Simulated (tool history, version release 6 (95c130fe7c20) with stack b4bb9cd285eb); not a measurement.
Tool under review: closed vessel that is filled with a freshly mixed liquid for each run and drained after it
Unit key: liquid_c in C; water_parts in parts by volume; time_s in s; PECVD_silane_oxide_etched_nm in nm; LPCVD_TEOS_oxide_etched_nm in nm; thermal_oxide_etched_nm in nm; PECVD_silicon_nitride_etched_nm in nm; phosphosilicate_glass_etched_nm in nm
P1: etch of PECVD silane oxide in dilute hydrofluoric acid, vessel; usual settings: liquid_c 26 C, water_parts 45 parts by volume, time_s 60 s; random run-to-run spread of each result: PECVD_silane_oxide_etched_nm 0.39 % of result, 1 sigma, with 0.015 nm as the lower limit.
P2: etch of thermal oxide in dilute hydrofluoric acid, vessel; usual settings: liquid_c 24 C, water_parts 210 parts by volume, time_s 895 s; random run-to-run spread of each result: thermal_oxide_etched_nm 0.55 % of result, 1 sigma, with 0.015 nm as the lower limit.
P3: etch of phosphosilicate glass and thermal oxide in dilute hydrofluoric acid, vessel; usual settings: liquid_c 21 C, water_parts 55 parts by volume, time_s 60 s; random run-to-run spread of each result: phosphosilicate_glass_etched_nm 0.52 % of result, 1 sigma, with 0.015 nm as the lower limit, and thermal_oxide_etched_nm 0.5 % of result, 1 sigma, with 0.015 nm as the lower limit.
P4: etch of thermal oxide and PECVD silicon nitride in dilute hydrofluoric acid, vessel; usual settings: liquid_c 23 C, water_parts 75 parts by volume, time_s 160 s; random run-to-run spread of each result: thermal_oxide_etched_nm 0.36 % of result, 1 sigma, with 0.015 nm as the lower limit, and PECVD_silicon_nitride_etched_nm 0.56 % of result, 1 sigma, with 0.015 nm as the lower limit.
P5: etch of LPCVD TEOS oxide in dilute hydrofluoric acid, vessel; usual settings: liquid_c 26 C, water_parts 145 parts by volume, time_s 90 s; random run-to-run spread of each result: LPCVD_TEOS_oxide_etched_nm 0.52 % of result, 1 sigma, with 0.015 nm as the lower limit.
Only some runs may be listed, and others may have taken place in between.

| run | day | process | liquid_c | water_parts | time_s | hours since the thermometer was replaced | hours since the hydrofluoric acid flow meter was replaced | PECVD_silane_oxide_etched_nm | LPCVD_TEOS_oxide_etched_nm | thermal_oxide_etched_nm | PECVD_silicon_nitride_etched_nm | phosphosilicate_glass_etched_nm |
|---|---|---|---|---|---|---|---|---|---|---|---|---|
| 1 | 0.171 | P1 | 26 | 45 | 60 | 897.4 | 600 | 57.681 |  |  |  |  |
| 2 | 0.35 | P1 | 30.5 | 45 | 60 | 901.7 | 604.3 | 69.283 |  |  |  |  |
| 3 | 0.642 | P1 | 26 | 45 | 30 | 908.7 | 611.3 | 29.139 |  |  |  |  |
| 4 | 0.829 | P1 | 26 | 45 | 100 | 913.2 | 615.8 | 96.069 |  |  |  |  |
| 5 | 1 | P5 | 20.5 | 145 | 90 | 917.3 | 619.9 |  | 29.223 |  |  |  |
| 6 | 1.212 | P1 | 26 | 20 | 60 | 922.4 | 625 | 134.98 |  |  |  |  |
| 7 | 1.438 | P1 | 26 | 45 | 60 | 927.8 | 630.4 | 57.699 |  |  |  |  |
| 8 | 1.717 | P1 | 26 | 45 | 60 | 934.5 | 637.1 | 58.168 |  |  |  |  |
| 9 | 1.933 | P2 | 24 | 210 | 1735 | 939.7 | 642.3 |  |  | 34.663 |  |  |
| 10 | 2.096 | P4 | 23 | 75 | 160 | 943.6 | 646.2 |  |  | 9.2547 | 3.8369 |  |
| 11 | 2.346 | P4 | 31 | 75 | 160 | 949.6 | 652.2 |  |  | 12.754 | 6.4653 |  |
| 12 | 2.633 | P1 | 20 | 45 | 60 | 956.5 | 659.1 | 45.221 |  |  |  |  |
| 13 | 2.775 | P5 | 26 | 145 | 90 | 959.9 | 662.5 |  | 35.807 |  |  |  |
| 14 | 2.933 | P1 | 26 | 45 | 60 | 963.7 | 666.3 | 58.013 |  |  |  |  |
| 15 | 3.229 | P2 | 17 | 210 | 895 | 970.8 | 673.4 |  |  | 13.726 |  |  |
|  | 3.429 | hydrofluoric acid flow meter replaced |
| 16 | 3.504 | P2 | 24 | 310 | 895 | 977.4 | 1.8 |  |  | 10.859 |  |  |
| 17 | 3.642 | P3 | 21 | 55 | 60 | 980.7 | 5.1 |  |  | 4.7252 |  | 101.69 |
| 18 | 3.854 | P1 | 26 | 45 | 60 | 985.8 | 10.2 | 57.881 |  |  |  |  |
| 19 | 4.171 | P3 | 17 | 55 | 60 | 993.4 | 17.8 |  |  | 3.9828 |  | 84.65 |
| 20 | 4.317 | P1 | 26 | 20 | 95 | 996.9 | 21.3 | 214.4 |  |  |  |  |
| 21 | 4.55 | P4 | 23 | 75 | 160 | 1002.5 | 26.9 |  |  | 9.3421 | 3.8373 |  |
| 22 | 4.821 | P1 | 26 | 45 | 60 | 1009 | 33.4 | 57.963 |  |  |  |  |
| 23 | 4.979 | P1 | 26 | 75 | 60 | 1012.8 | 37.2 | 33.321 |  |  |  |  |
| 24 | 5.129 | P4 | 23 | 75 | 280 | 1016.4 | 40.8 |  |  | 16.295 | 6.7404 |  |
| 25 | 5.388 | P4 | 23 | 30 | 160 | 1022.6 | 47 |  |  | 24.58 | 9.4157 |  |
| 26 | 5.562 | P5 | 26 | 70 | 90 | 1026.8 | 51.2 |  | 82.585 |  |  |  |
| 27 | 5.779 | P3 | 21 | 85 | 60 | 1032 | 56.4 |  |  | 2.9213 |  | 62.596 |
| 28 | 6.038 | P2 | 24 | 210 | 895 | 1038.2 | 62.6 |  |  | 17.73 |  |  |
| 29 | 6.329 | P1 | 26 | 65 | 30 | 1045.2 | 69.6 | 19.494 |  |  |  |  |
| 30 | 6.608 | P3 | 21 | 55 | 60 | 1051.9 | 76.3 |  |  | 4.7241 |  | 101.75 |
| 31 | 6.908 | P5 | 26 | 145 | 30 | 1059.1 | 83.5 |  | 12.035 |  |  |  |
| 32 | 7.079 | P3 | 21 | 55 | 95 | 1063.2 | 87.6 |  |  | 7.4763 |  | 161.33 |
| 33 | 7.383 | P1 | 26 | 45 | 60 | 1070.5 | 94.9 | 57.852 |  |  |  |  |
| 34 | 7.625 | P1 | 26 | 45 | 60 | 1076.3 | 100.7 | 56.114 |  |  |  |  |

Run 35 comes next. What will it give?
| 35 | 7.846 | P1 | 26 | 45 | 60 | 1081.6 | 106 | ? |  |  |  |  |

PECVD_silane_oxide_etched_nm: 55.355 nm

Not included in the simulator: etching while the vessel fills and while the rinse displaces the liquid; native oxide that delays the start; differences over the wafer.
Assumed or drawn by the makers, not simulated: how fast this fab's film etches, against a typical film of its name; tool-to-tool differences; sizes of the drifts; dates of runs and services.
